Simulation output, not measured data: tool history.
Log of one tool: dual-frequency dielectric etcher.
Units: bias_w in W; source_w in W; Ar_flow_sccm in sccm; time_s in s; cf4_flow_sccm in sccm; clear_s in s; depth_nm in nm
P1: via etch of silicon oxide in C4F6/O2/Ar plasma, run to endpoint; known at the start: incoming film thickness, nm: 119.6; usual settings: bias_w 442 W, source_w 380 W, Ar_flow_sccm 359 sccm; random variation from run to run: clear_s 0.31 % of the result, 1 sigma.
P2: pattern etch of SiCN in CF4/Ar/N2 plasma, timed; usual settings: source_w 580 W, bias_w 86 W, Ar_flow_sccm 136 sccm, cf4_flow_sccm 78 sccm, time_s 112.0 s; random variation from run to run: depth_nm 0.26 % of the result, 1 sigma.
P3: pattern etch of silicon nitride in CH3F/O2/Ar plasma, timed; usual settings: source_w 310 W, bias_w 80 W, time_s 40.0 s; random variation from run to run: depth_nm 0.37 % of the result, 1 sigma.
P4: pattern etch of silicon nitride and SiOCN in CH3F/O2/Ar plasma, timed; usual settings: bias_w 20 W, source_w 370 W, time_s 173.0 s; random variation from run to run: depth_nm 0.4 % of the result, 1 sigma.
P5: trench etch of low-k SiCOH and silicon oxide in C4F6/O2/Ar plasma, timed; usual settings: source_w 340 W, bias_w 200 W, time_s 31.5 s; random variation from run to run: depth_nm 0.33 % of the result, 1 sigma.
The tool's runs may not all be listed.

run,hour,process,bias_w,source_w,Ar_flow_sccm,time_s,cf4_flow_sccm,hours since the last wet clean,hours since the last bias power generator calibration,hours since the last source power generator calibration,hours since the last Ar flow controller change,clear_s,depth_nm
1,8.8,P1,442,380,359,,,161.7,458.7,3289.8,469.9,29.326,
2,13.1,P1,442,280,299,,,166.0,463.0,3294.1,474.2,32.182,
3,17.9,P1,442,240,359,,,170.8,467.8,3298.9,479.0,34.690,
4,26.4,P4,20,370,,173.0,,179.3,476.3,3307.4,487.5,,21.844
5,36.1,P3,80,310,,53.5,,189.0,486.0,3317.1,497.2,,35.114
6,42.1,P5,200,340,,31.5,,195.0,492.0,3323.1,503.2,,95.495
7,47.8,P3,108,310,,40.0,,200.7,497.7,3328.8,508.9,,29.193
8,54.6,P1,442,380,359,,,207.5,504.5,3335.6,515.7,29.158,
9,60.8,P2,86,400,136,112.0,78,213.7,510.7,3341.8,521.9,,91.664
# hour 67.1: bias power generator calibrated
10,70.4,P1,561,380,359,,,223.3,3.3,3351.4,531.5,26.668,
11,75.2,P1,442,380,359,,,228.1,8.1,3356.2,536.3,29.203,
12,84.9,P1,442,380,359,,,237.8,17.8,3365.9,546.0,29.253,
13,94.6,P1,442,380,499,,,247.5,27.5,3375.6,555.7,30.391,
14,100.2,P4,13,370,,173.0,,253.1,33.1,3381.2,561.3,,18.094
15,108.7,P2,86,580,136,112.0,106,261.6,41.6,3389.7,569.8,,132.770
16,118.2,P1,442,530,359,,,271.1,51.1,3399.2,579.3,25.795,
17,126.4,P1,442,380,359,,,279.3,59.3,3407.4,587.5,29.275,
18,131.2,P2,86,580,136,112.0,78,284.1,64.1,3412.2,592.3,,126.240
19,136.3,P2,86,580,136,142.0,78,289.2,69.2,3417.3,597.4,,160.000
20,143.3,P1,316,460,359,,,296.2,76.2,3424.3,604.4,30.670,
21,149.5,P2,86,580,136,112.0,78,302.4,82.4,3430.5,610.6,,126.500
22,156.6,P2,69,580,136,112.0,78,309.5,89.5,3437.6,617.7,,116.900
# hour 160.4: wet clean of the chamber
23,165.7,P3,80,240,,40.0,,5.4,98.6,3446.7,626.8,,23.760
24,170.7,P5,120,340,,31.5,,10.4,103.6,3451.7,631.8,,81.618
25,179.0,P1,442,380,285,,,18.7,111.9,3460.0,640.1,28.554,
26,188.4,P5,200,340,,40.5,,28.1,121.3,3469.4,649.5,,123.070
27,194.2,P3,80,310,,40.0,,33.9,127.1,3475.2,655.3,,26.427
28,202.6,P4,20,370,,238.5,,42.3,135.5,3483.6,663.7,,29.683
29,208.8,P4,20,450,,173.0,,48.5,141.7,3489.8,669.9,,23.266
30,214.4,P3,80,310,,40.0,,54.1,147.3,3495.4,675.5,,26.281
31,219.4,P2,86,580,91,112.0,78,59.1,152.3,3500.4,680.5,,134.280
32,226.6,P1,442,380,359,,,66.3,159.5,3507.6,687.7,29.372,
33,233.7,P5,200,260,,31.5,,73.4,166.6,3514.7,694.8,,86.301
34,243.5,P1,259,380,359,,,83.2,176.4,3524.5,704.6,35.305,
35,249.9,P5,200,340,,31.5,,89.6,182.8,3530.9,711.0,,95.505
36,255.7,P1,442,380,359,,,95.4,188.6,3536.7,716.8,29.316,
37,265.1,P1,442,380,359,,,104.8,198.0,3546.1,726.2,29.061,
38,270.6,P1,442,380,359,,,110.3,203.5,3551.6,731.7,28.855,
# hour 276.4: Ar flow controller replaced
39,277.4,P1,442,380,359,,,117.1,210.3,3558.4,1.1,28.877,
# hour 282.8: wet clean of the chamber
40,283.8,P1,442,380,359,,,1.1,216.7,3564.8,7.5,28.863,
41,288.8,P1,442,380,359,,,6.1,221.7,3569.8,12.5,28.842,
42,297.7,P1,442,380,359,,,15.0,230.6,3578.7,21.4,28.929,

What P1 gives has crept away from where it was. These 2 causes fit the log equally well, each at the size given:
A: source power that arrives over what is set, % = 4.31
B: bias power that arrives over what is set, % = 4.33
The creep began at about hour 255.7.
Why every other cause is out:
chamber walls in a state that raises the etch rate, %: serviced at hour 282.8, which brought nothing back
Ar flow that arrives under what is set, %: serviced at hour 276.4, which brought nothing back

4 check runs are offered, one wafer each, their results left as question marks. Which one tells the causes apart?
check 1,306.6,P3,106,310,,40.0,,,,,,,?
check 2,306.6,P2,86,580,136,112.0,101,,,,,,?
check 3,306.6,P4,20,450,,220.0,,,,,,,?
check 4,306.6,P5,162,340,,31.5,,,,,,,?

What each check would give under each cause:
check,result,if A,if B
check 1,depth_nm,29.532,29.545
check 2,depth_nm,136.340,133.360
check 3,depth_nm,29.885,29.992
check 4,depth_nm,90.674,90.386
How far apart the two closest causes lie, in the result that separates them most: check 1 0.04 %; check 2 2.21 %; check 3 0.36 %; check 4 0.32 %
Only check 2 tells the causes apart: in the others they would give nearly the same result.

Then check 2 was run and gave: depth_nm 136.080 nm. Which cause is it?

It is A: source power that arrives over what is set, %.
